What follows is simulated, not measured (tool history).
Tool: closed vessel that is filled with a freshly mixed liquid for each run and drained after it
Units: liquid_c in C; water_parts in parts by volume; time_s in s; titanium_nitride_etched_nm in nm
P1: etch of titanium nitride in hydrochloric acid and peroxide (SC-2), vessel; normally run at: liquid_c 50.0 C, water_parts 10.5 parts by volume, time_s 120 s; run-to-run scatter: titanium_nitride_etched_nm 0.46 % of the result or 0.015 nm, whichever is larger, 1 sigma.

run	hour	liquid_c	water_parts	time_s	titanium_nitride_etched_nm
1	11.7	50.0	10.5	120	5.1299
2	20.8	50.0	18.5	120	3.1365
3	31.5	58.5	10.5	120	8.9450
4	41.9	50.0	4.0	120	10.7840
5	47.5	50.0	10.5	230	9.8941
6	54.2	50.0	10.5	120	5.1953
7	64.6	35.5	10.5	120	1.9028
8	73.6	50.0	10.5	120	5.1220
9	84.9	50.0	4.0	185	16.5900
10	96.1	50.0	10.5	120	5.0956
11	101.6	42.5	18.0	120	1.9614
12	108.2	50.0	10.5	30	1.2742
13	119.6	50.0	10.5	120	5.1318
14	126.3	50.0	10.5	120	4.9758
15	132.8	50.0	10.5	120	4.8354
16	140.0	50.0	10.5	120	4.7470
17	146.8	50.0	10.5	120	4.7346
# hour 152.0: new drum of peroxide connected
18	156.4	50.0	10.5	120	4.7035
19	167.4	50.0	10.5	120	4.6474

Forecast run 20:
20	177.7	50.0	10.5	120	?

{"run 20": {"titanium_nitride_etched_nm": 4.6212}}
